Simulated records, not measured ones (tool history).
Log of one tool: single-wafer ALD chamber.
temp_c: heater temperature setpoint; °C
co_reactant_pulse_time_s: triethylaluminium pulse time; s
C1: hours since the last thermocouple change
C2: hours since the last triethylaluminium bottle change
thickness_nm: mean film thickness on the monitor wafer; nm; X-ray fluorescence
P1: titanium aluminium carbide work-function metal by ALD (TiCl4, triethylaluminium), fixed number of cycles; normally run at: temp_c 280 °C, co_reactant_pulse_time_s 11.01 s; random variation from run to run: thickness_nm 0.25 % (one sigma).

run 1 hour=7.1 | temp_c=280 co_reactant_pulse_time_s=11.01 | C1=1672.2 C2=905.6 | thickness_nm=1.7454
run 2 hour=13.3 | temp_c=280 co_reactant_pulse_time_s=11.01 | C1=1678.4 C2=911.8 | thickness_nm=1.7557
run 3 hour=26.4 | temp_c=280 co_reactant_pulse_time_s=4.77 | C1=1691.5 C2=924.9 | thickness_nm=1.4394
run 4 hour=39.2 | temp_c=258 co_reactant_pulse_time_s=6.71 | C1=1704.3 C2=937.7 | thickness_nm=1.4452
run 5 hour=49.8 | temp_c=280 co_reactant_pulse_time_s=11.01 | C1=1714.9 C2=948.3 | thickness_nm=1.7496
run 6 hour=59.1 | temp_c=294 co_reactant_pulse_time_s=11.01 | C1=1724.2 C2=957.6 | thickness_nm=1.8636
run 7 hour=68.1 | temp_c=280 co_reactant_pulse_time_s=11.01 | C1=1733.2 C2=966.6 | thickness_nm=1.7461
run 8 hour=74.9 | temp_c=256 co_reactant_pulse_time_s=11.01 | C1=1740.0 C2=973.4 | thickness_nm=1.5486
run 9 hour=82.4 | temp_c=303 co_reactant_pulse_time_s=6.52 | C1=1747.5 C2=980.9 | thickness_nm=1.7662
run 10 hour=92.9 | temp_c=280 co_reactant_pulse_time_s=17.62 | C1=1758.0 C2=991.4 | thickness_nm=1.7828
run 11 hour=103.5 | temp_c=298 co_reactant_pulse_time_s=5.58 | C1=1768.6 C2=1002.0 | thickness_nm=1.6555
run 12 hour=111.8 | temp_c=280 co_reactant_pulse_time_s=11.01 | C1=1776.9 C2=1010.3 | thickness_nm=1.7464
run 13 hour=117.8 | temp_c=280 co_reactant_pulse_time_s=11.01 | C1=1782.9 C2=1016.3 | thickness_nm=1.7418
run 14 hour=125.2 | temp_c=280 co_reactant_pulse_time_s=11.01 | C1=1790.3 C2=1023.7 | thickness_nm=1.7453
run 15 hour=132.9 | temp_c=280 co_reactant_pulse_time_s=11.01 | C1=1798.0 C2=1031.4 | thickness_nm=1.7431
run 16 hour=142.3 | temp_c=280 co_reactant_pulse_time_s=11.01 | C1=1807.4 C2=1040.8 | thickness_nm=1.7249
run 17 hour=153.3 | temp_c=280 co_reactant_pulse_time_s=11.01 | C1=1818.4 C2=1051.8 | thickness_nm=1.7141
run 18 hour=160.7 | temp_c=280 co_reactant_pulse_time_s=11.01 | C1=1825.8 C2=1059.2 | thickness_nm=1.7051
run 19 hour=170.5 | temp_c=280 co_reactant_pulse_time_s=11.01 | C1=1835.6 C2=1069.0 | thickness_nm=1.6921
run 20 hour=181.3 | temp_c=280 co_reactant_pulse_time_s=11.01 | C1=1846.4 C2=1079.8 | thickness_nm=1.7004
run 21 hour=187.1 | temp_c=280 co_reactant_pulse_time_s=11.01 | C1=1852.2 C2=1085.6 | thickness_nm=1.6973

What P1 gives has crept away from where it was. These 2 causes fit the log equally well, each at the size given:
A: triethylaluminium dose below that of a fresh bottle (%) = 19.8
B: wafer temperature below the value expected at the setpoint (K) = 5.54
The creep began at about hour 132.9.

4 check runs are offered, one wafer each, their results left as question marks. Which one tells the causes apart?
run check 1 hour=192.9 | temp_c=262 co_reactant_pulse_time_s=5.54 | thickness_nm=?
run check 2 hour=192.9 | temp_c=257 co_reactant_pulse_time_s=11.01 | thickness_nm=?
run check 3 hour=192.9 | temp_c=260 co_reactant_pulse_time_s=11.01 | thickness_nm=?
run check 4 hour=192.9 | temp_c=263 co_reactant_pulse_time_s=11.01 | thickness_nm=?

What each check would give under each cause:
check=check_1 result=thickness_nm if_A=1.2826 if_B=1.3555
check=check_2 result=thickness_nm if_A=1.5195 if_B=1.5159
check=check_3 result=thickness_nm if_A=1.5427 if_B=1.5395
check=check_4 result=thickness_nm if_A=1.5660 if_B=1.5633
How far apart the two closest causes lie, in the result that separates them most: check 1 5.54 %; check 2 0.24 %; check 3 0.2 %; check 4 0.17 %
Check 1 tells the causes apart: in the others they would give nearly the same result.

Check 1 was then run and gave: thickness_nm 1.2835 nm. Which cause is it?

It is A: triethylaluminium dose below that of a fresh bottle (%).

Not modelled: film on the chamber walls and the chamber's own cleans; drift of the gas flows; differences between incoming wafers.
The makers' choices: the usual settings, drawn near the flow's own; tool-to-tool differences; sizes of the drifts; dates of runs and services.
